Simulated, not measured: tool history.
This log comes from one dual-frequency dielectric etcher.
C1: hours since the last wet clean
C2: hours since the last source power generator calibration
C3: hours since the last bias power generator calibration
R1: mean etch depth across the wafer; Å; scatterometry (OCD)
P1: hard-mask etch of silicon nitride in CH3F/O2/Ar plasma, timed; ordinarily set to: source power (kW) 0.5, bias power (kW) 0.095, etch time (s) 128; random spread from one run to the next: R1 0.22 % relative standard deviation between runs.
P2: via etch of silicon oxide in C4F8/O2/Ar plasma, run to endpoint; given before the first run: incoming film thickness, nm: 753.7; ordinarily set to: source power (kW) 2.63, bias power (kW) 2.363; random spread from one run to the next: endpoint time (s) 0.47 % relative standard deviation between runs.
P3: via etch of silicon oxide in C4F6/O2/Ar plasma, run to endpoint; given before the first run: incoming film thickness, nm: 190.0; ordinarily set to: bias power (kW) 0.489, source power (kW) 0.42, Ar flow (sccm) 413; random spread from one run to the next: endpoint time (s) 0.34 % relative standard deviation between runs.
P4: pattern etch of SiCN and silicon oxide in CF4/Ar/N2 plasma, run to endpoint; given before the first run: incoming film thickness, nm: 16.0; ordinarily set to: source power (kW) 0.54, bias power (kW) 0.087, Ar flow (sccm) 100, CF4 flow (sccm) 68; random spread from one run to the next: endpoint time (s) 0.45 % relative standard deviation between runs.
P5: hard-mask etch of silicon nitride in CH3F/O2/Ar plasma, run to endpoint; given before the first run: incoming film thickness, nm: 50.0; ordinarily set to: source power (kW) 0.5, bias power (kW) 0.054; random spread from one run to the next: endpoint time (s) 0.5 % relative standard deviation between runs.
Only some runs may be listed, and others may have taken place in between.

{"run": 1, "hour": 4.4, "process that ran": "P1", "source power (kW)": 0.5, "bias power (kW)": 0.095, "etch time (s)": 128, "C1": 76.3, "C2": 735.8, "C3": 754, "R1": 1068.9}
{"run": 2, "hour": 10.9, "process that ran": "P1", "source power (kW)": 0.5, "bias power (kW)": 0.095, "etch time (s)": 70.5, "C1": 82.8, "C2": 742.3, "C3": 760.5, "R1": 592.72}
{"run": 3, "hour": 15.2, "process that ran": "P1", "source power (kW)": 0.5, "bias power (kW)": 0.095, "etch time (s)": 128, "C1": 87.1, "C2": 746.6, "C3": 764.8, "R1": 1072.4}
{"run": 4, "hour": 19.5, "process that ran": "P2", "source power (kW)": 3.65, "bias power (kW)": 2.363, "C1": 91.4, "C2": 750.9, "C3": 769.1, "endpoint time (s)": 111.71}
{"run": 5, "hour": 26.3, "process that ran": "P4", "source power (kW)": 0.54, "bias power (kW)": 0.087, "Ar flow (sccm)": 75, "CF4 flow (sccm)": 68, "C1": 98.2, "C2": 757.7, "C3": 775.9, "endpoint time (s)": 14.648}
{"run": 6, "hour": 32.8, "process that ran": "P2", "source power (kW)": 2.63, "bias power (kW)": 2.363, "C1": 104.7, "C2": 764.2, "C3": 782.4, "endpoint time (s)": 126.78}
{"run": 7, "hour": 39.9, "process that ran": "P1", "source power (kW)": 0.5, "bias power (kW)": 0.095, "etch time (s)": 128, "C1": 111.8, "C2": 771.3, "C3": 789.5, "R1": 1068.6}
{"run": 8, "hour": 43.2, "process that ran": "P3", "source power (kW)": 0.28, "bias power (kW)": 0.489, "Ar flow (sccm)": 413, "C1": 115.1, "C2": 774.6, "C3": 792.8, "endpoint time (s)": 49.459}
{"run": 9, "hour": 49.5, "process that ran": "P1", "source power (kW)": 0.33, "bias power (kW)": 0.095, "etch time (s)": 128, "C1": 121.4, "C2": 780.9, "C3": 799.1, "R1": 916.1}
{"run": 10, "hour": 53.6, "process that ran": "P5", "source power (kW)": 0.6, "bias power (kW)": 0.054, "C1": 125.5, "C2": 785, "C3": 803.2, "endpoint time (s)": 67.954}
{"run": 11, "hour": 59.0, "process that ran": "P4", "source power (kW)": 0.54, "bias power (kW)": 0.059, "Ar flow (sccm)": 100, "CF4 flow (sccm)": 68, "C1": 130.9, "C2": 790.4, "C3": 808.6, "endpoint time (s)": 17.522}
{"run": 12, "hour": 65.3, "process that ran": "P1", "source power (kW)": 0.63, "bias power (kW)": 0.095, "etch time (s)": 128, "C1": 137.2, "C2": 796.7, "C3": 814.9, "R1": 1173.9}
{"hour": 65.5, "done": "source power generator calibrated"}
{"run": 13, "hour": 71.7, "process that ran": "P3", "source power (kW)": 0.42, "bias power (kW)": 0.489, "Ar flow (sccm)": 413, "C1": 143.6, "C2": 6.2, "C3": 821.3, "endpoint time (s)": 43.016}
{"run": 14, "hour": 74.9, "process that ran": "P1", "source power (kW)": 0.5, "bias power (kW)": 0.065, "etch time (s)": 128, "C1": 146.8, "C2": 9.4, "C3": 824.5, "R1": 944.14}
{"run": 15, "hour": 80.9, "process that ran": "P1", "source power (kW)": 0.5, "bias power (kW)": 0.095, "etch time (s)": 128, "C1": 152.8, "C2": 15.4, "C3": 830.5, "R1": 1073.1}
{"run": 16, "hour": 83.9, "process that ran": "P3", "source power (kW)": 0.42, "bias power (kW)": 0.489, "Ar flow (sccm)": 331, "C1": 155.8, "C2": 18.4, "C3": 833.5, "endpoint time (s)": 41.547}
{"hour": 87.8, "done": "wet clean of the chamber"}
{"run": 17, "hour": 89.9, "process that ran": "P1", "source power (kW)": 0.5, "bias power (kW)": 0.122, "etch time (s)": 128, "C1": 2.1, "C2": 24.4, "C3": 839.5, "R1": 1177.7}
{"run": 18, "hour": 96.6, "process that ran": "P4", "source power (kW)": 0.54, "bias power (kW)": 0.087, "Ar flow (sccm)": 100, "CF4 flow (sccm)": 68, "C1": 8.8, "C2": 31.1, "C3": 846.2, "endpoint time (s)": 15.471}
{"run": 19, "hour": 102.3, "process that ran": "P3", "source power (kW)": 0.42, "bias power (kW)": 0.291, "Ar flow (sccm)": 413, "C1": 14.5, "C2": 36.8, "C3": 851.9, "endpoint time (s)": 51.583}
{"run": 20, "hour": 108.7, "process that ran": "P4", "source power (kW)": 0.65, "bias power (kW)": 0.087, "Ar flow (sccm)": 100, "CF4 flow (sccm)": 68, "C1": 20.9, "C2": 43.2, "C3": 858.3, "endpoint time (s)": 13.076}
{"run": 21, "hour": 112.2, "process that ran": "P4", "source power (kW)": 0.54, "bias power (kW)": 0.087, "Ar flow (sccm)": 100, "CF4 flow (sccm)": 68, "C1": 24.4, "C2": 46.7, "C3": 861.8, "endpoint time (s)": 15.38}
{"run": 22, "hour": 118.9, "process that ran": "P4", "source power (kW)": 0.54, "bias power (kW)": 0.087, "Ar flow (sccm)": 100, "CF4 flow (sccm)": 41, "C1": 31.1, "C2": 53.4, "C3": 868.5, "endpoint time (s)": 16.668}
{"run": 23, "hour": 123.2, "process that ran": "P5", "source power (kW)": 0.5, "bias power (kW)": 0.054, "C1": 35.4, "C2": 57.7, "C3": 872.8, "endpoint time (s)": 73.56}
{"run": 24, "hour": 130.0, "process that ran": "P5", "source power (kW)": 0.5, "bias power (kW)": 0.067, "C1": 42.2, "C2": 64.5, "C3": 879.6, "endpoint time (s)": 67.888}
{"run": 25, "hour": 135.0, "process that ran": "P1", "source power (kW)": 0.5, "bias power (kW)": 0.095, "etch time (s)": 165, "C1": 47.2, "C2": 69.5, "C3": 884.6, "R1": 1384.3}
{"run": 26, "hour": 138.4, "process that ran": "P1", "source power (kW)": 0.66, "bias power (kW)": 0.079, "etch time (s)": 128, "C1": 50.6, "C2": 72.9, "C3": 888, "R1": 1116.1}
{"run": 27, "hour": 142.1, "process that ran": "P2", "source power (kW)": 2.63, "bias power (kW)": 3.344, "C1": 54.3, "C2": 76.6, "C3": 891.7, "endpoint time (s)": 113.74}
{"run": 28, "hour": 148.4, "process that ran": "P1", "source power (kW)": 0.5, "bias power (kW)": 0.095, "etch time (s)": 128, "C1": 60.6, "C2": 82.9, "C3": 898, "R1": 1072.5}
{"run": 29, "hour": 152.4, "process that ran": "P1", "source power (kW)": 0.5, "bias power (kW)": 0.095, "etch time (s)": 128, "C1": 64.6, "C2": 86.9, "C3": 902, "R1": 1069.1}
{"run": 30, "hour": 158.0, "process that ran": "P1", "source power (kW)": 0.5, "bias power (kW)": 0.095, "etch time (s)": 128, "C1": 70.2, "C2": 92.5, "C3": 907.6, "R1": 1075.8}
{"run": 31, "hour": 162.7, "process that ran": "P1", "source power (kW)": 0.5, "bias power (kW)": 0.095, "etch time (s)": 128, "C1": 74.9, "C2": 97.2, "C3": 912.3, "R1": 1076.4}
{"run": 32, "hour": 166.7, "process that ran": "P1", "source power (kW)": 0.5, "bias power (kW)": 0.095, "etch time (s)": 128, "C1": 78.9, "C2": 101.2, "C3": 916.3, "R1": 1081.4}
{"run": 33, "hour": 172.1, "process that ran": "P1", "source power (kW)": 0.5, "bias power (kW)": 0.095, "etch time (s)": 128, "C1": 84.3, "C2": 106.6, "C3": 921.7, "R1": 1082.5}
{"hour": 173.0, "done": "wet clean of the chamber"}
{"run": 34, "hour": 177.3, "process that ran": "P1", "source power (kW)": 0.5, "bias power (kW)": 0.095, "etch time (s)": 128, "C1": 4.3, "C2": 111.8, "C3": 926.9, "R1": 1086.5}
{"run": 35, "hour": 184.2, "process that ran": "P1", "source power (kW)": 0.5, "bias power (kW)": 0.095, "etch time (s)": 128, "C1": 11.2, "C2": 118.7, "C3": 933.8, "R1": 1085.2}
{"run": 36, "hour": 189.2, "process that ran": "P1", "source power (kW)": 0.5, "bias power (kW)": 0.095, "etch time (s)": 128, "C1": 16.2, "C2": 123.7, "C3": 938.8, "R1": 1086.1}

The next listed run, before its measurement:
{"run": 37, "hour": 195.0, "process that ran": "P1", "source power (kW)": 0.5, "bias power (kW)": 0.095, "etch time (s)": 128, "C1": 22, "C2": 129.5, "C3": 944.6, "R1": "?"}

Run 37 produced R1 1087.4 Å.

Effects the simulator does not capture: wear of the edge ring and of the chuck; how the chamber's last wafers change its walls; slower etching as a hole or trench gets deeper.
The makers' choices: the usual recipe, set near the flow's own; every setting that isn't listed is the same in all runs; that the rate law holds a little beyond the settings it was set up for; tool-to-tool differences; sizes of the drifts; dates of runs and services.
